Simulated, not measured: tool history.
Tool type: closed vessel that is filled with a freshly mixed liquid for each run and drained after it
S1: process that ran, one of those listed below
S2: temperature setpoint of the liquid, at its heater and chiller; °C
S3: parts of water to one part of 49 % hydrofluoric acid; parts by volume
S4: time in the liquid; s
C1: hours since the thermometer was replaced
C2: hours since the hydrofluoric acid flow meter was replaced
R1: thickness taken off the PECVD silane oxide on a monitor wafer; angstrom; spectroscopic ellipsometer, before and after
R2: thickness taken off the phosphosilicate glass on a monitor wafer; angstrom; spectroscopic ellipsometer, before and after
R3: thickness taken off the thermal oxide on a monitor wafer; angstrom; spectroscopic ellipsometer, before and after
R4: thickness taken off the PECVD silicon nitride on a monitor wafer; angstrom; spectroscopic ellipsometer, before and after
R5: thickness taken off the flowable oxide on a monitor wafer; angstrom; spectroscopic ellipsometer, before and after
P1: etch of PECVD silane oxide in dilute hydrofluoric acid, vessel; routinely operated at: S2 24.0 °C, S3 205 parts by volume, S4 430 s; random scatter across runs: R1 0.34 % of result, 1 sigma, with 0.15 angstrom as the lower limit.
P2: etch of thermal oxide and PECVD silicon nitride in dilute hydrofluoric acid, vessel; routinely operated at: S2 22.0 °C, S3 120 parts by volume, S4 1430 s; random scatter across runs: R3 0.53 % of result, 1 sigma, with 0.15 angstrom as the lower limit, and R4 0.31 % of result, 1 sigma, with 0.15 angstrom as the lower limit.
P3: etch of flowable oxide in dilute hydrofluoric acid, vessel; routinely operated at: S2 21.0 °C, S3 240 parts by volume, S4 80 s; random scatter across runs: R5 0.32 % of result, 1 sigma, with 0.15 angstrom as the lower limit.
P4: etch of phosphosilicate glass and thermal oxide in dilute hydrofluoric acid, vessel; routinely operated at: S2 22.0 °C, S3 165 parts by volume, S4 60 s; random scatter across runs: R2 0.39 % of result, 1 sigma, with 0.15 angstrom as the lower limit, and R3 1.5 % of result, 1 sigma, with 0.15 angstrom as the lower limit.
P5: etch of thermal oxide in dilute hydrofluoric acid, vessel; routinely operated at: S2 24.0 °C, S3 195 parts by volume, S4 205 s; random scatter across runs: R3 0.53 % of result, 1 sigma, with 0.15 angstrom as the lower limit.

run,hour,S1,S2,S3,S4,C1,C2,R1,R2,R3,R4,R5
1,6.0,P1,24.0,205,430,874.8,409.1,333.150,,,,
2,12.4,P4,22.0,165,30,881.2,415.5,,119.63,7.1744,,
3,18.2,P2,22.0,120,1430,887.0,421.3,,,477.5200,178.00,
4,26.2,P2,17.0,120,1430,895.0,429.3,,,389.2200,126.33,
5,33.1,P1,24.0,355,430,901.9,436.2,165.410,,,,
6,39.5,P1,24.0,205,645,908.3,442.6,497.490,,,,
7,43.8,P1,24.0,205,430,912.6,446.9,333.410,,,,
8,49.5,P3,21.0,240,80,918.3,452.6,,,,,78.394
9,57.1,P3,21.0,410,80,925.9,460.2,,,,,39.195
10,63.9,P5,24.0,195,205,932.7,467.0,,,44.6640,,
11,68.6,P1,24.0,85,695,937.4,471.7,1492.500,,,,
12,75.4,P1,24.0,85,430,944.2,478.5,918.930,,,,
13,83.6,P1,24.0,205,430,952.4,486.7,332.260,,,,
14,87.6,P3,17.0,240,80,956.4,490.7,,,,,67.189
15,92.3,P1,24.0,205,65,961.1,495.4,50.375,,,,
16,100.1,P1,24.0,205,430,968.9,503.2,333.170,,,,
17,104.5,P1,24.0,205,430,973.3,507.6,335.380,,,,
18,111.5,P5,24.0,305,205,980.3,514.6,,,25.5570,,
19,116.1,P1,24.0,205,430,984.9,519.2,334.280,,,,
20,120.6,P2,22.0,120,2380,989.4,523.7,,,800.1500,293.23,
21,126.2,P4,22.0,260,60,995.0,529.3,,136.64,8.0590,,
22,134.6,P5,24.0,195,335,1003.4,537.7,,,72.9610,,
23,141.0,P1,30.0,205,430,1009.8,544.1,413.770,,,,
24,148.0,P1,24.0,205,430,1016.8,551.1,333.460,,,,
25,153.5,P1,24.0,130,600,1022.3,556.6,794.870,,,,
26,159.9,P1,18.5,205,805,1028.7,563.0,503.470,,,,
27,167.8,P5,17.0,195,205,1036.6,570.9,,,34.1170,,
28,176.4,P2,22.0,60,1430,1045.2,579.5,,,1030.1000,349.61,
29,180.7,P4,22.0,165,60,1049.5,583.8,,236.72,14.2320,,
30,186.4,P2,22.0,120,1430,1055.2,589.5,,,477.1100,177.24,
31,192.1,P4,22.0,165,60,1060.9,595.2,,238.08,14.1450,,
32,197.3,P1,17.0,205,430,1066.1,600.4,253.930,,,,
33,203.1,P3,21.0,240,125,1071.9,606.2,,,,,121.680
34,210.2,P4,28.0,165,60,1079.0,613.3,,296.52,18.5020,,
35,218.6,P1,24.0,205,430,1087.4,621.7,334.430,,,,
36,225.8,P1,24.0,205,430,1094.6,628.9,341.470,,,,
37,234.1,P1,24.0,205,430,1102.9,637.2,346.550,,,,
38,242.0,P1,24.0,205,430,1110.8,645.1,353.660,,,,
39,246.3,P1,24.0,205,430,1115.1,649.4,353.250,,,,
40,253.1,P1,24.0,205,430,1121.9,656.2,353.170,,,,
41,259.6,P1,24.0,205,430,1128.4,662.7,356.310,,,,
42,265.9,P1,24.0,205,430,1134.7,669.0,356.680,,,,
43,274.2,P1,24.0,205,430,1143.0,677.3,354.550,,,,

P1 has crept away from where it was. The log is fitted equally well by each of these 2 causes, at the sizes shown:
A: liquid hotter than its thermometer reads (K) = 1.79
B: hydrofluoric acid flow above the setpoint (%) = 5.51
The process output started creeping at around hour 218.6.

Of the 4 check runs listed below, each run on one wafer and each result written as a question mark, which would let you distinguish the listed causes because they would give clearly different results?
check 1,282.5,P4,22.0,165,60,,,,?,?,,
check 2,282.5,P2,22.0,120,1430,,,,,?,?,
check 3,282.5,P5,24.0,195,205,,,,,?,,
check 4,282.5,P3,21.0,240,80,,,,,,,?

What each check would give under each cause:
check,result,if A,if B
check 1,R2,254.67,253.25
check 1,R3,15.3540,15.2680
check 2,R3,511.5700,506.5800
check 2,R4,199.56,186.93
check 3,R3,47.7730,47.7230
check 4,R5,83.280,83.254
Smallest distance between any two causes, each pair judged by its most separating result, in per cent: check 1 0.56 %; check 2 6.53 %; check 3 0.1 %; check 4 0.03 %
Only in check 2 would the causes give clearly different results; in the remaining checks their results would be nearly the same.

Running check 2 produced the following: R3 507.6000 angstrom; R4 199.05 angstrom. Which one of the listed causes fits?

It was cause A: liquid hotter than its thermometer reads (K).

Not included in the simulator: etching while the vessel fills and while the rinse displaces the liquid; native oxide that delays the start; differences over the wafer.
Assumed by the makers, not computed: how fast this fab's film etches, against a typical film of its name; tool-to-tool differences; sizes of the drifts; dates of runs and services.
